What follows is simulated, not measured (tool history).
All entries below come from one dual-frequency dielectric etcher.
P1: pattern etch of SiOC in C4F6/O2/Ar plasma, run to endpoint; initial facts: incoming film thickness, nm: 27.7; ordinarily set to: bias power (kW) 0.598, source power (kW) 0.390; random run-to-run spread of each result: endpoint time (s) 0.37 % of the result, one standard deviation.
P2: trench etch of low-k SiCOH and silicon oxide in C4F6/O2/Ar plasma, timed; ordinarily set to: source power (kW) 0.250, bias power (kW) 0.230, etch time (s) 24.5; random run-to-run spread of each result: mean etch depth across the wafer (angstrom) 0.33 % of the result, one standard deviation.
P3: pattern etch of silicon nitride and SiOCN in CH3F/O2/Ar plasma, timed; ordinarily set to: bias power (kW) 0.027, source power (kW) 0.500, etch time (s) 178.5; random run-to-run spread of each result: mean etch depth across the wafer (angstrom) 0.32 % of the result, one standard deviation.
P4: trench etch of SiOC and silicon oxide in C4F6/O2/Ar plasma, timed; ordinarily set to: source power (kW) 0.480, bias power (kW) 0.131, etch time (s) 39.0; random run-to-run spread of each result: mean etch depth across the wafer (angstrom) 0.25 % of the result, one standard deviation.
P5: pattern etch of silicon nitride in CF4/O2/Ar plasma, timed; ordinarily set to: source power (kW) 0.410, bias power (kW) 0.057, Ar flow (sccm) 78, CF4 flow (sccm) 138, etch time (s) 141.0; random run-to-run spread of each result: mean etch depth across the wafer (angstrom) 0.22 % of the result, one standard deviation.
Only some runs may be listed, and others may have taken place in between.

run   hour  process that ran  bias power (kW)  source power (kW)  etch time (s)  Ar flow (sccm)  CF4 flow (sccm)  endpoint time (s)  mean etch depth across the wafer (angstrom)
  1    5.3                P1            0.598              0.390                                                             8.6399
  2   11.5                P3            0.027              0.500          247.0                                                                                           396.14
  3   19.4                P1            0.419              0.500                                                             8.9788
  4   24.9                P5            0.057              0.410          141.0              78              138                                                         2420.80
  5   30.2                P1            0.409              0.390                                                            10.0340
  6   40.3                P1            0.598              0.390                                                             8.6405
  7   47.4                P2            0.230              0.250           24.5                                                                                           673.83
  8   53.2                P1            0.598              0.390                                                             8.6853
  9   60.6                P4            0.131              0.480           39.0                                                                                           737.86
 10   66.3                P1            0.598              0.390                                                             8.6526
 11   74.8                P2            0.134              0.250           24.5                                                                                           566.41
 12   84.6                P5            0.057              0.410          141.0              78              110                                                         2368.20
 13   91.7                P2            0.230              0.250           32.0                                                                                           882.47
 14   98.6                P1            0.598              0.390                                                             8.6577
 15  103.6                P4            0.131              0.330           39.0                                                                                           632.93
 16  111.6                P1            0.598              0.390                                                             8.7374
 17  120.9                P1            0.708              0.390                                                             8.1869
 18  128.1                P3            0.019              0.500          178.5                                                                                           244.62
 19  138.0                P5            0.057              0.410          141.0              55              138                                                         2503.90
 20  143.7                P1            0.598              0.390                                                             8.6425
 21  154.5                P1            0.462              0.450                                                             9.1095
 22  166.2                P4            0.156              0.480           39.0                                                                                           773.93
 23  173.5                P5            0.036              0.410          141.0              78              138                                                         2063.50
 24  184.2                P3            0.027              0.660          178.5                                                                                           314.87
 25  193.1                P5            0.057              0.510          141.0              78              138                                                         2918.50
 26  200.7                P2            0.230              0.170           24.5                                                                                           582.81
 27  210.4                P5            0.057              0.410          193.0              78              138                                                         3310.30
 28  221.2                P4            0.131              0.480           24.5                                                                                           462.17
 29  227.1                P1            0.598              0.500                                                             7.9528
 30  234.5                P1            0.598              0.230                                                            10.5700
 31  240.7                P3            0.027              0.500          178.5                                                                                           287.10
 32  248.5                P1            0.598              0.390                                                             8.6174
 33  259.7                P1            0.598              0.390                                                             8.7286
 34  270.6                P1            0.598              0.390                                                             8.7933
 35  280.8                P1            0.598              0.390                                                             8.7882
 36  287.9                P1            0.598              0.390                                                             8.8710
 37  298.5                P1            0.598              0.390                                                             8.8624
 38  304.3                P1            0.598              0.390                                                             8.7842
 39  314.6                P1            0.598              0.390                                                             8.8192
     321.7  -- wet clean of the chamber
 40  321.7                P1            0.598              0.390                                                             8.8479
 41  331.5                P1            0.598              0.390                                                             8.8844
 42  342.9                P1            0.598              0.390                                                             8.8156
 43  350.2                P1            0.598              0.390                                                             8.7730

What P1 gives has crept off from where it sat before. The 2 causes that follow fit the log equally well, each at the size noted:
A: source power that arrives under what is set, % = 4.94
B: bias power that arrives under what is set, % = 4.74
The creep began at about hour 248.5.
Excluded causes, each with its reason:
chamber walls in a state that lowers the etch rate, %: was serviced at hour 321.7, once the creep was under way, yet the earlier output never came back

Below are 4 check runs, each on a single wafer, with their results shown as question marks. Which of them would tell the listed causes apart, meaning the causes would give clearly different results under it?
check 1  357.5                P2            0.168              0.250           24.5                                                                                                ?
check 2  357.5                P5            0.057              0.410          186.5              78              138                                                               ?
check 3  357.5                P4            0.155              0.390           39.0                                                                                                ?
check 4  357.5                P3            0.027              0.630          178.5                                                                                                ?

Predicted outcomes, by check and by cause:
  check                                       result     if A     if B
check 1  mean etch depth across the wafer (angstrom)   596.43   598.84
check 2  mean etch depth across the wafer (angstrom)  3064.30  3146.70
check 3  mean etch depth across the wafer (angstrom)   698.68   702.23
check 4  mean etch depth across the wafer (angstrom)   304.71   303.43
How far apart the two closest causes lie, in the result that separates them most: check 1 0.4 %; check 2 2.65 %; check 3 0.51 %; check 4 0.42 %
Of the check runs offered, only check 2 discriminates between the causes; the rest would read about the same regardless of which cause applies.

Check 2 was then run and gave: mean etch depth across the wafer (angstrom) 3147.70. Which cause is it?

The correct cause is B, namely: bias power that arrives under what is set, %.

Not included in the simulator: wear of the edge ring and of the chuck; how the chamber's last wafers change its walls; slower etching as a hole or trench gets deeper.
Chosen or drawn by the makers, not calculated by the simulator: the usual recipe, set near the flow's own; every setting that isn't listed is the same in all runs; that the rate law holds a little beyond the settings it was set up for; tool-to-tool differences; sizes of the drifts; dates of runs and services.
